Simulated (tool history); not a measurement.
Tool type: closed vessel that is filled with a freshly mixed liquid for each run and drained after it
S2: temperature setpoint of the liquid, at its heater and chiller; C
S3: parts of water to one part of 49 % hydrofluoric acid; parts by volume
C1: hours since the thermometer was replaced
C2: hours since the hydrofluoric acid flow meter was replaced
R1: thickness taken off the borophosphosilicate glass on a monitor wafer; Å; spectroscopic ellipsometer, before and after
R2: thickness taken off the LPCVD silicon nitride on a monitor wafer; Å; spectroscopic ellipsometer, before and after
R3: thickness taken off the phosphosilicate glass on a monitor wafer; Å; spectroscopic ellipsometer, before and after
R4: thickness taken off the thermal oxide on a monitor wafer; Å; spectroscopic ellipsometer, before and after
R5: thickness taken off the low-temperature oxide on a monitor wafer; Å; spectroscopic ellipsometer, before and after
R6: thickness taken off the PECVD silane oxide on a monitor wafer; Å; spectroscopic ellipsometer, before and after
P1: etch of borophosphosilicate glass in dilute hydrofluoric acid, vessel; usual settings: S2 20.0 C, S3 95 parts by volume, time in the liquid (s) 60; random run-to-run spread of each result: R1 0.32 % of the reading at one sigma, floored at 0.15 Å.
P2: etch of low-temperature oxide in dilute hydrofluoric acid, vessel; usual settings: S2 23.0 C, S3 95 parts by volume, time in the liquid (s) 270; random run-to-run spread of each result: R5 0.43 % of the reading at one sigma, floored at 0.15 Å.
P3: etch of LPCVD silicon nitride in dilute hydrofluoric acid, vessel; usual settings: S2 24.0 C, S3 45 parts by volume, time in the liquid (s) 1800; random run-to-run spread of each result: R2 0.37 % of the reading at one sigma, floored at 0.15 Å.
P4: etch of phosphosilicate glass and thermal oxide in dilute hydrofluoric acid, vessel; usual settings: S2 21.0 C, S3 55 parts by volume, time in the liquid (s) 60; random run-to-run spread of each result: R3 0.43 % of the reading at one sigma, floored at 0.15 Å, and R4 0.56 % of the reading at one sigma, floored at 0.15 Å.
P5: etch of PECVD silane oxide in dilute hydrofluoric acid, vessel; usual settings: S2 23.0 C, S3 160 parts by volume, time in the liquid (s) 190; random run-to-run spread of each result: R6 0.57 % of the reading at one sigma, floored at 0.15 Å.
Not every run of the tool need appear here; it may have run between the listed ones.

run 1 hour=3.6 | process_that_ran=P1 S2=20.0 S3=95 time_in_the_liquid_(s)=60 | C1=1248.9 C2=652.0 | R1=198.650
run 2 hour=7.5 | process_that_ran=P1 S2=20.0 S3=25 time_in_the_liquid_(s)=60 | C1=1252.8 C2=655.9 | R1=819.420
run 3 hour=10.8 | process_that_ran=P3 S2=24.0 S3=45 time_in_the_liquid_(s)=1800 | C1=1256.1 C2=659.2 | R2=175.950
run 4 hour=13.9 | process_that_ran=P4 S2=21.0 S3=20 time_in_the_liquid_(s)=60 | C1=1259.2 C2=662.3 | R3=4554.9 R4=137.100
run 5 hour=19.2 | process_that_ran=P1 S2=20.0 S3=170 time_in_the_liquid_(s)=30 | C1=1264.5 C2=667.6 | R1=51.216
run 6 hour=22.0 | process_that_ran=P4 S2=17.0 S3=55 time_in_the_liquid_(s)=60 | C1=1267.3 C2=670.4 | R3=1342.6 R4=39.647
run 7 hour=25.1 | process_that_ran=P2 S2=17.0 S3=95 time_in_the_liquid_(s)=270 | C1=1270.4 C2=673.5 | R5=311.36
run 8 hour=31.0 | process_that_ran=P1 S2=20.0 S3=95 time_in_the_liquid_(s)=30 | C1=1276.3 C2=679.4 | R1=99.436
run 9 hour=37.1 | process_that_ran=P5 S2=23.0 S3=160 time_in_the_liquid_(s)=190 | C1=1282.4 C2=685.5 | R6=369.460
run 10 hour=41.6 | process_that_ran=P4 S2=21.0 S3=55 time_in_the_liquid_(s)=60 | C1=1286.9 C2=690.0 | R3=1590.7 R4=47.812
run 11 hour=45.7 | process_that_ran=P5 S2=23.0 S3=85 time_in_the_liquid_(s)=190 | C1=1291.0 C2=694.1 | R6=750.570
run 12 hour=50.9 | process_that_ran=P1 S2=17.0 S3=95 time_in_the_liquid_(s)=60 | C1=1296.2 C2=699.3 | R1=176.310
run 13 hour=56.7 | process_that_ran=P1 S2=20.0 S3=95 time_in_the_liquid_(s)=60 | C1=1302.0 C2=705.1 | R1=200.220
run 14 hour=59.6 | process_that_ran=P2 S2=23.0 S3=95 time_in_the_liquid_(s)=270 | C1=1304.9 C2=708.0 | R5=398.32
run 15 hour=65.4 | process_that_ran=P1 S2=20.0 S3=95 time_in_the_liquid_(s)=60 | C1=1310.7 C2=713.8 | R1=199.780
run 16 hour=69.7 | process_that_ran=P5 S2=23.0 S3=160 time_in_the_liquid_(s)=30 | C1=1315.0 C2=718.1 | R6=57.946
run 17 hour=74.2 | process_that_ran=P4 S2=21.0 S3=55 time_in_the_liquid_(s)=85 | C1=1319.5 C2=722.6 | R3=2254.7 R4=67.352
run 18 hour=79.6 | process_that_ran=P1 S2=20.0 S3=95 time_in_the_liquid_(s)=60 | C1=1324.9 C2=728.0 | R1=200.470
run 19 hour=83.8 | process_that_ran=P1 S2=20.0 S3=155 time_in_the_liquid_(s)=60 | C1=1329.1 C2=732.2 | R1=114.530
run 20 hour=86.7 | process_that_ran=P3 S2=24.0 S3=45 time_in_the_liquid_(s)=1800 | C1=1332.0 C2=735.1 | R2=177.100
run 21 hour=91.6 | process_that_ran=P1 S2=20.0 S3=95 time_in_the_liquid_(s)=115 | C1=1336.9 C2=740.0 | R1=380.620
run 22 hour=96.8 | process_that_ran=P1 S2=24.0 S3=95 time_in_the_liquid_(s)=90 | C1=1342.1 C2=745.2 | R1=350.220
run 23 hour=103.2 | process_that_ran=P5 S2=30.5 S3=160 time_in_the_liquid_(s)=190 | C1=1348.5 C2=751.6 | R6=487.200
run 24 hour=109.5 | process_that_ran=P1 S2=20.0 S3=95 time_in_the_liquid_(s)=60 | C1=1354.8 C2=757.9 | R1=197.990
run 25 hour=115.2 | process_that_ran=P3 S2=24.0 S3=45 time_in_the_liquid_(s)=615 | C1=1360.5 C2=763.6 | R2=60.089
run 26 hour=121.0 | process_that_ran=P3 S2=24.0 S3=70 time_in_the_liquid_(s)=1800 | C1=1366.3 C2=769.4 | R2=113.470
run 27 hour=125.5 | process_that_ran=P2 S2=23.0 S3=95 time_in_the_liquid_(s)=460 | C1=1370.8 C2=773.9 | R5=683.28
run 28 hour=128.4 | process_that_ran=P3 S2=32.0 S3=45 time_in_the_liquid_(s)=1800 | C1=1373.7 C2=776.8 | R2=298.400
run 29 hour=134.3 | process_that_ran=P2 S2=23.0 S3=140 time_in_the_liquid_(s)=270 | C1=1379.6 C2=782.7 | R5=257.28
run 30 hour=137.3 | process_that_ran=P1 S2=23.5 S3=95 time_in_the_liquid_(s)=60 | C1=1382.6 C2=785.7 | R1=229.640
run 31 hour=142.2 | process_that_ran=P1 S2=20.0 S3=95 time_in_the_liquid_(s)=60 | C1=1387.5 C2=790.6 | R1=199.350
run 32 hour=147.9 | process_that_ran=P1 S2=20.0 S3=95 time_in_the_liquid_(s)=60 | C1=1393.2 C2=796.3 | R1=191.360
run 33 hour=152.4 | process_that_ran=P1 S2=20.0 S3=95 time_in_the_liquid_(s)=60 | C1=1397.7 C2=800.8 | R1=187.200
run 34 hour=158.0 | process_that_ran=P1 S2=20.0 S3=95 time_in_the_liquid_(s)=60 | C1=1403.3 C2=806.4 | R1=184.420
run 35 hour=163.1 | process_that_ran=P1 S2=20.0 S3=95 time_in_the_liquid_(s)=60 | C1=1408.4 C2=811.5 | R1=183.990
run 36 hour=166.3 | process_that_ran=P1 S2=20.0 S3=95 time_in_the_liquid_(s)=60 | C1=1411.6 C2=814.7 | R1=181.570
run 37 hour=171.9 | process_that_ran=P1 S2=20.0 S3=95 time_in_the_liquid_(s)=60 | C1=1417.2 C2=820.3 | R1=181.570
run 38 hour=174.9 | process_that_ran=P1 S2=20.0 S3=95 time_in_the_liquid_(s)=60 | C1=1420.2 C2=823.3 | R1=180.060

Run 39 is up next; what results do you expect?
run 39 hour=179.9 | process_that_ran=P1 S2=20.0 S3=95 time_in_the_liquid_(s)=60 | C1=1425.2 C2=828.3 | R1=?

Run 39 gave R1 180.980 Å.

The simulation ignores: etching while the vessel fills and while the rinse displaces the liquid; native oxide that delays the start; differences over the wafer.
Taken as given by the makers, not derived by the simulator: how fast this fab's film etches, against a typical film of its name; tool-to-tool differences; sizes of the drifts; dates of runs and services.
